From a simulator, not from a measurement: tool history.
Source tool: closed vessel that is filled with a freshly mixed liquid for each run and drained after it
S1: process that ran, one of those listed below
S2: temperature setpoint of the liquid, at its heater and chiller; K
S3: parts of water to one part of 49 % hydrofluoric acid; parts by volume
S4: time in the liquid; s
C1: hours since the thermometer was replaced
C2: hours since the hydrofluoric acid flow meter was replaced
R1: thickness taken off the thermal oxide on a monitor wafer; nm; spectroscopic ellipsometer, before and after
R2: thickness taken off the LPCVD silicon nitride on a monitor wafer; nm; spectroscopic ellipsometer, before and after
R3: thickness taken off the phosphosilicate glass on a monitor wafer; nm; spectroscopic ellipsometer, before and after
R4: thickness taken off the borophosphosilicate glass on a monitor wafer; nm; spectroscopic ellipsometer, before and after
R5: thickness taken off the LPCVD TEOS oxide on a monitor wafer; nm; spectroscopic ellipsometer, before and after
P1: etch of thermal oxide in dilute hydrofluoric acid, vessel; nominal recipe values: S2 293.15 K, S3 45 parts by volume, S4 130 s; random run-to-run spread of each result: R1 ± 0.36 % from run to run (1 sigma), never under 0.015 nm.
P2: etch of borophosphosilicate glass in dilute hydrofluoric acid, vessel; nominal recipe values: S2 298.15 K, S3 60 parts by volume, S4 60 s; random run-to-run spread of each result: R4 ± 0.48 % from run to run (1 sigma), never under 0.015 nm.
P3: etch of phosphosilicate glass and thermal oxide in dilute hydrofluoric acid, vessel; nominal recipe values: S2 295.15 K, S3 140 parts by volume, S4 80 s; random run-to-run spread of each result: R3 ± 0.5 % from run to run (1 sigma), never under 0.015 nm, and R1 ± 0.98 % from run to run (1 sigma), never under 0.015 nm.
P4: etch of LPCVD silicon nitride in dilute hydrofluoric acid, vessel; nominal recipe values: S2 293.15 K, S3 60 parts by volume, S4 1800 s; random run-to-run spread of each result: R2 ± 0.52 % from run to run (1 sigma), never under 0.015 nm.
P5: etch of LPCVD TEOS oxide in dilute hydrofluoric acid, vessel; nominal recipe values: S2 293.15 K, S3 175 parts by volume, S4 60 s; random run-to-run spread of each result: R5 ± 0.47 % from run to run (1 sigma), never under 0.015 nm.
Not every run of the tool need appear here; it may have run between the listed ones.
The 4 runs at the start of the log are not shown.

run 5 day=2.425 | S1=P3 S2=295.15 S3=140 S4=80 | C1=458 C2=215.7 | R1=2.3358 R3=49.077
run 6 day=2.858 | S1=P1 S2=293.15 S3=45 S4=130 | C1=468.4 C2=226.1 | R1=12.086
run 7 day=3.488 | S1=P2 S2=298.15 S3=60 S4=60 | C1=483.5 C2=241.2 | R4=82.959
run 8 day=3.812 | S1=P1 S2=293.15 S3=45 S4=130 | C1=491.3 C2=249 | R1=12.088
run 9 day=4.333 | S1=P2 S2=298.15 S3=60 S4=30 | C1=503.8 C2=261.5 | R4=41.846
run 10 day=4.892 | S1=P1 S2=293.15 S3=45 S4=55 | C1=517.2 C2=274.9 | R1=5.1031
run 11 day=5.375 | S1=P3 S2=295.15 S3=140 S4=80 | C1=528.8 C2=286.5 | R1=2.3404 R3=49.304
run 12 day=5.988 | S1=P4 S2=293.15 S3=60 S4=1800 | C1=543.5 C2=301.2 | R2=9.0137
run 13 day=6.329 | S1=P5 S2=293.15 S3=175 S4=60 | C1=551.7 C2=309.4 | R5=15.098
run 14 day=6.688 | S1=P5 S2=297.65 S3=175 S4=60 | C1=560.3 C2=318 | R5=17.967
run 15 day=6.983 | S1=P2 S2=298.15 S3=35 S4=60 | C1=567.4 C2=325.1 | R4=147.89
run 16 day=7.338 | S1=P3 S2=295.15 S3=40 S4=80 | C1=575.9 C2=333.6 | R1=9.1802 R3=196.23
run 17 day=7.871 | S1=P1 S2=293.15 S3=45 S4=230 | C1=588.7 C2=346.4 | R1=21.484
-- day=8.167 hydrofluoric acid flow meter replaced
run 18 day=8.188 | S1=P3 S2=302.65 S3=140 S4=80 | C1=596.3 C2=0.6 | R1=3.1309 R3=65.568
run 19 day=8.567 | S1=P1 S2=299.15 S3=25 S4=130 | C1=605.4 C2=9.7 | R1=28.846
run 20 day=9.112 | S1=P4 S2=293.15 S3=60 S4=120 | C1=618.5 C2=22.8 | R2=0.5776
run 21 day=9.638 | S1=P1 S2=293.15 S3=45 S4=130 | C1=631.1 C2=35.4 | R1=12.106
run 22 day=10.129 | S1=P3 S2=295.15 S3=140 S4=155 | C1=642.9 C2=47.2 | R1=4.5492 R3=95.667
run 23 day=10.433 | S1=P1 S2=290.15 S3=60 S4=130 | C1=650.2 C2=54.5 | R1=7.8962

Run 24 is up next; what results do you expect?
run 24 day=10.946 | S1=P5 S2=293.15 S3=30 S4=60 | C1=662.5 C2=66.8 | R5=?

Run 24 yielded R5 103.96 nm.

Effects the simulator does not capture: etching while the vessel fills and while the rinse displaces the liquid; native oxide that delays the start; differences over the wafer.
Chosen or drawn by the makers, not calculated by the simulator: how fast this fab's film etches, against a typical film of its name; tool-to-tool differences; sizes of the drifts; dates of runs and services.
